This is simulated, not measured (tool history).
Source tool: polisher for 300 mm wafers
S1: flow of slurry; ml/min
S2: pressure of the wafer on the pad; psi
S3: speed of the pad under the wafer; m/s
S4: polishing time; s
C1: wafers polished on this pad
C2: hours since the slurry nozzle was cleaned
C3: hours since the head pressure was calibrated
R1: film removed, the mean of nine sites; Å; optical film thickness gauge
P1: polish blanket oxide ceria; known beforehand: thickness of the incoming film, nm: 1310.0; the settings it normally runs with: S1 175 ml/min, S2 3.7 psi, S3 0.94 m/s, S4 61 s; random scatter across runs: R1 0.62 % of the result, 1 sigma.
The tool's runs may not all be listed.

Run 1, hour 7.9: S1 175 ml/min, S2 3.7 psi, S3 0.94 m/s, S4 61 s; C1 516; C2 692.5; C3 104.1. Result: R1 2671.2 Å.
Run 2, hour 17.2: S1 175 ml/min, S2 3.7 psi, S3 0.94 m/s, S4 27 s; C1 600; C2 701.8; C3 113.4. Result: R1 1183.3 Å.
Run 3, hour 22.5: S1 130 ml/min, S2 3.7 psi, S3 0.94 m/s, S4 83 s; C1 649; C2 707.1; C3 118.7. Result: R1 3496.7 Å.
Run 4, hour 30.3: S1 230 ml/min, S2 3.7 psi, S3 0.94 m/s, S4 61 s; C1 720; C2 714.9; C3 126.5. Result: R1 2801.6 Å.
Run 5, hour 35.5: S1 175 ml/min, S2 3.7 psi, S3 0.94 m/s, S4 61 s; C1 767; C2 720.1; C3 131.7. Result: R1 2662.9 Å.
Run 6, hour 40.7: S1 175 ml/min, S2 3.7 psi, S3 0.94 m/s, S4 61 s; C1 814; C2 725.3; C3 136.9. Result: R1 2674.2 Å.
Run 7, hour 49.9: S1 175 ml/min, S2 3.7 psi, S3 0.46 m/s, S4 61 s; C1 898; C2 734.5; C3 146.1. Result: R1 1329.8 Å.
Run 8, hour 55.1: S1 175 ml/min, S2 3.7 psi, S3 0.94 m/s, S4 61 s; C1 945; C2 739.7; C3 151.3. Result: R1 2655.4 Å.
Run 9, hour 60.2: S1 175 ml/min, S2 5.6 psi, S3 0.94 m/s, S4 61 s; C1 992; C2 744.8; C3 156.4. Result: R1 4073 Å.
Run 10, hour 67.7: S1 175 ml/min, S2 3.7 psi, S3 0.94 m/s, S4 89 s; C1 1060; C2 752.3; C3 163.9. Result: R1 3907.4 Å.
Run 11, hour 75.4: S1 175 ml/min, S2 3.7 psi, S3 1.38 m/s, S4 61 s; C1 1130; C2 760; C3 171.6. Result: R1 3951.9 Å.
Run 12, hour 80.3: S1 175 ml/min, S2 1.7 psi, S3 0.94 m/s, S4 61 s; C1 1175; C2 764.9; C3 176.5. Result: R1 1238.4 Å.
Run 13, hour 90.3: S1 105 ml/min, S2 3.7 psi, S3 0.94 m/s, S4 61 s; C1 1266; C2 774.9; C3 186.5. Result: R1 2441.3 Å.
Run 14, hour 98.3: S1 175 ml/min, S2 3.7 psi, S3 0.94 m/s, S4 61 s; C1 1339; C2 782.9; C3 194.5. Result: R1 2676.2 Å.
Run 15, hour 107.4: S1 175 ml/min, S2 3.7 psi, S3 0.94 m/s, S4 61 s; C1 1421; C2 792; C3 203.6. Result: R1 2635.7 Å.
Run 16, hour 118.2: S1 175 ml/min, S2 3.7 psi, S3 0.94 m/s, S4 61 s; C1 1520; C2 802.8; C3 214.4. Result: R1 2568.8 Å.

Predict the results of run 17:
Run 17, hour 124.1: S1 175 ml/min, S2 3.7 psi, S3 0.94 m/s, S4 61 s; C1 1573; C2 808.7; C3 220.3. Result: R1 ?.

{"run 17": {"R1": 2557.7}}
